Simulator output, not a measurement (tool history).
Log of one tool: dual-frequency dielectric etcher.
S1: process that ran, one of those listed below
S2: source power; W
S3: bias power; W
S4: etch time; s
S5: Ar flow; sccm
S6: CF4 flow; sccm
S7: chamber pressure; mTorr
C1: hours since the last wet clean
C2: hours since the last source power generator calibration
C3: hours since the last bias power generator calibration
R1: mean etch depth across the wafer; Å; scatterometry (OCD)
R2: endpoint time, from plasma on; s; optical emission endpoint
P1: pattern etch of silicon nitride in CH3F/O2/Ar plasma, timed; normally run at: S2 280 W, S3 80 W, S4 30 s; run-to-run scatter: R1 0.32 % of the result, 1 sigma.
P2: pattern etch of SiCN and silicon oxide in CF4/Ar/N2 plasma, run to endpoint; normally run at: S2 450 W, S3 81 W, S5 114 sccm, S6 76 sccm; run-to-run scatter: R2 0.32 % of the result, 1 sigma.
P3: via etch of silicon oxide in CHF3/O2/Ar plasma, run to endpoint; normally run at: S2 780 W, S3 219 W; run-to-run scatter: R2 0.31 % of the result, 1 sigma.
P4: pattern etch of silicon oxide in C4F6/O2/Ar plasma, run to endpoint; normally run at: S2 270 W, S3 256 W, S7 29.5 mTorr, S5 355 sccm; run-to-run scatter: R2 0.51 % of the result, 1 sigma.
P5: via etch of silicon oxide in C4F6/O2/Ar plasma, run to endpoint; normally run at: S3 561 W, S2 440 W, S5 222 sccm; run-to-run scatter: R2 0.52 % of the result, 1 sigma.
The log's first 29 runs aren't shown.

| run | hour | S1 | S2 | S3 | S4 | S5 | S6 | S7 | C1 | C2 | C3 | R1 | R2 |
|---|---|---|---|---|---|---|---|---|---|---|---|---|---|
| 30 | 416.8 | P1 | 280 | 80 | 30 |  |  |  | 706 | 12.2 | 1171.9 | 193.18 |  |
| 31 | 432.8 | P3 | 780 | 219 |  |  |  |  | 722 | 28.2 | 1187.9 |  | 284.95 |
| 32 | 445.8 | P3 | 780 | 219 |  |  |  |  | 735 | 41.2 | 1200.9 |  | 283.04 |
| 33 | 455.4 | P3 | 510 | 219 |  |  |  |  | 744.6 | 50.8 | 1210.5 |  | 334.85 |
| 34 | 470.3 | P1 | 280 | 80 | 30 |  |  |  | 759.5 | 65.7 | 1225.4 | 193.99 |  |
| 35 | 487 | P1 | 280 | 80 | 30 |  |  |  | 776.2 | 82.4 | 1242.1 | 190.83 |  |
| 36 | 504.6 | P1 | 280 | 80 | 30 |  |  |  | 793.8 | 100 | 1259.7 | 190.93 |  |
| 37 | 519.6 | P1 | 280 | 80 | 30 |  |  |  | 808.8 | 115 | 1274.7 | 190.79 |  |

Run 38 comes next. What will it give?
| 38 | 531.2 | P1 | 280 | 80 | 30 |  |  |  | 820.4 | 126.6 | 1286.3 | ? |  |

R1: 189.09 Å

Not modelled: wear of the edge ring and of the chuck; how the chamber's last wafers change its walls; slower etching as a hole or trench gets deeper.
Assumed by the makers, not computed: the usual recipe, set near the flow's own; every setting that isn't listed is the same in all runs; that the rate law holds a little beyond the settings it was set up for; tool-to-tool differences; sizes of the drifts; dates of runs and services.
